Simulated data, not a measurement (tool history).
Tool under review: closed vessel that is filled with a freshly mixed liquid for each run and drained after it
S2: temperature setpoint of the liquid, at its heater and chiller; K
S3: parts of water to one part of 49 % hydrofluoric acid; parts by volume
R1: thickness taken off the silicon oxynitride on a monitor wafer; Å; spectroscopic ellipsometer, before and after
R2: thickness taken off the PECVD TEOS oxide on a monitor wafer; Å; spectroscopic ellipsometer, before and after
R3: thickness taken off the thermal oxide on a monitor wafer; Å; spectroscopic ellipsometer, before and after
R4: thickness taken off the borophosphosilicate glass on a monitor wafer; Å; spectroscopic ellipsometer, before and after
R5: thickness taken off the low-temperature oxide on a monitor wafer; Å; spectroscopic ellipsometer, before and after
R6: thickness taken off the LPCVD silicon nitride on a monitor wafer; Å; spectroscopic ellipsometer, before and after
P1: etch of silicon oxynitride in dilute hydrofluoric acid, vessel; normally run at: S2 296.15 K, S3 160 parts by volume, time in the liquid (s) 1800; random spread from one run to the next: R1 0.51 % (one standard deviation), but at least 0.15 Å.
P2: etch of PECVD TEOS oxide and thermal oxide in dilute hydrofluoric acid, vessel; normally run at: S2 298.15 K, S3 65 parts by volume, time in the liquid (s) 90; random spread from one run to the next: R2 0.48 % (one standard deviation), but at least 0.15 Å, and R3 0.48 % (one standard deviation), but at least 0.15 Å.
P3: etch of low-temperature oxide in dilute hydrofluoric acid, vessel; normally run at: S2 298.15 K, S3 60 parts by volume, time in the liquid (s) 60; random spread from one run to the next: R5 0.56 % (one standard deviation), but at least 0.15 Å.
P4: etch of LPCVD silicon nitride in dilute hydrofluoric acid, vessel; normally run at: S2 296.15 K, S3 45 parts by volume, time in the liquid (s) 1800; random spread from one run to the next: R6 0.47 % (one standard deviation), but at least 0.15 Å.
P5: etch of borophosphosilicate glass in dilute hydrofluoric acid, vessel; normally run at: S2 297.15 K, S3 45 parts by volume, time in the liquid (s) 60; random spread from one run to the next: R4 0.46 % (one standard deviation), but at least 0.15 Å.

{"run": 1, "day": 0.5, "process that ran": "P1", "S2": 296.15, "S3": 160, "time in the liquid (s)": 1800, "R1": 380.38}
{"run": 2, "day": 0.838, "process that ran": "P2", "S2": 305.65, "S3": 65, "time in the liquid (s)": 90, "R2": 455.76, "R3": 96.539}
{"run": 3, "day": 1.271, "process that ran": "P1", "S2": 296.15, "S3": 160, "time in the liquid (s)": 1800, "R1": 383.73}
{"run": 4, "day": 1.55, "process that ran": "P5", "S2": 297.15, "S3": 45, "time in the liquid (s)": 30, "R4": 307.47}
{"day": 1.679, "done": "hydrofluoric acid flow meter replaced"}
{"run": 5, "day": 1.788, "process that ran": "P3", "S2": 298.15, "S3": 60, "time in the liquid (s)": 60, "R5": 292.8}
{"run": 6, "day": 2.038, "process that ran": "P4", "S2": 296.15, "S3": 45, "time in the liquid (s)": 265, "R6": 29.1}
{"run": 7, "day": 2.517, "process that ran": "P1", "S2": 296.15, "S3": 160, "time in the liquid (s)": 1800, "R1": 383.48}
{"run": 8, "day": 3.008, "process that ran": "P4", "S2": 296.15, "S3": 45, "time in the liquid (s)": 1800, "R6": 199.66}
{"run": 9, "day": 3.479, "process that ran": "P4", "S2": 304.15, "S3": 45, "time in the liquid (s)": 1800, "R6": 332.81}
{"run": 10, "day": 3.95, "process that ran": "P1", "S2": 296.15, "S3": 160, "time in the liquid (s)": 2715, "R1": 572.96}
{"run": 11, "day": 4.196, "process that ran": "P1", "S2": 296.15, "S3": 80, "time in the liquid (s)": 1800, "R1": 818.6}
{"run": 12, "day": 4.712, "process that ran": "P1", "S2": 291.15, "S3": 160, "time in the liquid (s)": 1800, "R1": 300.47}
{"run": 13, "day": 5.196, "process that ran": "P5", "S2": 297.15, "S3": 20, "time in the liquid (s)": 60, "R4": 1421.1}
{"run": 14, "day": 5.521, "process that ran": "P1", "S2": 296.15, "S3": 245, "time in the liquid (s)": 1800, "R1": 235.86}
{"run": 15, "day": 5.988, "process that ran": "P1", "S2": 296.15, "S3": 160, "time in the liquid (s)": 600, "R1": 127.07}
{"run": 16, "day": 6.5, "process that ran": "P5", "S2": 293.65, "S3": 45, "time in the liquid (s)": 60, "R4": 523.7}
{"run": 17, "day": 6.733, "process that ran": "P1", "S2": 302.15, "S3": 160, "time in the liquid (s)": 1800, "R1": 495.15}
{"run": 18, "day": 7.054, "process that ran": "P2", "S2": 298.15, "S3": 105, "time in the liquid (s)": 90, "R2": 201.19, "R3": 41.975}
{"run": 19, "day": 7.538, "process that ran": "P3", "S2": 298.15, "S3": 60, "time in the liquid (s)": 60, "R5": 290.22}
{"run": 20, "day": 7.825, "process that ran": "P3", "S2": 298.15, "S3": 60, "time in the liquid (s)": 30, "R5": 144.71}
{"run": 21, "day": 8.292, "process that ran": "P2", "S2": 298.15, "S3": 65, "time in the liquid (s)": 155, "R2": 583, "R3": 123.89}
{"run": 22, "day": 8.608, "process that ran": "P1", "S2": 296.15, "S3": 60, "time in the liquid (s)": 2665, "R1": 1635}
{"run": 23, "day": 9.05, "process that ran": "P4", "S2": 296.15, "S3": 45, "time in the liquid (s)": 1800, "R6": 198.48}
{"run": 24, "day": 9.404, "process that ran": "P1", "S2": 296.15, "S3": 160, "time in the liquid (s)": 1800, "R1": 380.3}
{"run": 25, "day": 9.771, "process that ran": "P3", "S2": 298.15, "S3": 20, "time in the liquid (s)": 60, "R5": 927.36}
{"run": 26, "day": 10.121, "process that ran": "P5", "S2": 297.15, "S3": 45, "time in the liquid (s)": 60, "R4": 611.27}
{"run": 27, "day": 10.567, "process that ran": "P4", "S2": 296.15, "S3": 20, "time in the liquid (s)": 1800, "R6": 433.36}
{"run": 28, "day": 10.892, "process that ran": "P1", "S2": 301.65, "S3": 160, "time in the liquid (s)": 2995, "R1": 816.76}
{"run": 29, "day": 11.242, "process that ran": "P3", "S2": 293.65, "S3": 60, "time in the liquid (s)": 60, "R5": 239.75}
{"run": 30, "day": 11.75, "process that ran": "P2", "S2": 298.15, "S3": 65, "time in the liquid (s)": 90, "R2": 338.47, "R3": 71.437}
{"run": 31, "day": 12.062, "process that ran": "P2", "S2": 298.15, "S3": 65, "time in the liquid (s)": 90, "R2": 336.53, "R3": 71.961}
{"run": 32, "day": 12.425, "process that ran": "P1", "S2": 296.15, "S3": 160, "time in the liquid (s)": 1800, "R1": 380.79}
{"run": 33, "day": 12.933, "process that ran": "P1", "S2": 296.15, "S3": 160, "time in the liquid (s)": 1800, "R1": 367.93}
{"run": 34, "day": 13.338, "process that ran": "P1", "S2": 296.15, "S3": 160, "time in the liquid (s)": 1800, "R1": 362.04}
{"run": 35, "day": 13.775, "process that ran": "P1", "S2": 296.15, "S3": 160, "time in the liquid (s)": 1800, "R1": 359.08}
{"run": 36, "day": 14.129, "process that ran": "P1", "S2": 296.15, "S3": 160, "time in the liquid (s)": 1800, "R1": 357.64}
{"run": 37, "day": 14.592, "process that ran": "P1", "S2": 296.15, "S3": 160, "time in the liquid (s)": 1800, "R1": 355.29}
{"run": 38, "day": 15.025, "process that ran": "P1", "S2": 296.15, "S3": 160, "time in the liquid (s)": 1800, "R1": 353.4}
{"run": 39, "day": 15.533, "process that ran": "P1", "S2": 296.15, "S3": 160, "time in the liquid (s)": 1800, "R1": 354.65}

What P1 gives has crept away from where it was. These 2 causes fit the log equally well, each at the size given:
A: liquid colder than its thermometer reads (K) = 1.44
B: hydrofluoric acid flow below the setpoint (%) = 5.74
The process output started creeping at around day 12.425.

The check runs listed below each take one wafer, and their results are still question marks. Under which run would the listed causes lead to clearly different results?
{"run": "check 1", "day": 16.042, "process that ran": "P3", "S2": 298.15, "S3": 60, "time in the liquid (s)": 60, "R5": "?"}
{"run": "check 2", "day": 16.042, "process that ran": "P2", "S2": 298.15, "S3": 65, "time in the liquid (s)": 90, "R2": "?", "R3": "?"}
{"run": "check 3", "day": 16.042, "process that ran": "P4", "S2": 296.15, "S3": 45, "time in the liquid (s)": 1800, "R6": "?"}
{"run": "check 4", "day": 16.042, "process that ran": "P5", "S2": 297.15, "S3": 45, "time in the liquid (s)": 60, "R4": "?"}

Outcome of each check run for each possible cause:
check=check_1 result=R5 if_A=273.93 if_B=272.49
check=check_2 result=R2 if_A=319.83 if_B=317.94
check=check_2 result=R3 if_A=67.937 if_B=67.534
check=check_3 result=R6 if_A=179.26 if_B=186.75
check=check_4 result=R4 if_A=575.1 if_B=573.42
Per-check spread between the two closest causes, in the result where they differ most: check 1 0.53 %; check 2 0.6 %; check 3 4.09 %; check 4 0.29 %
The other checks would show nearly matching results whichever cause is true, so check 3 is the only one that separates the causes.

Check 3 was then run and gave: R6 178.82 Å. Which cause is it?

Of the candidate causes, it is A: liquid colder than its thermometer reads (K).
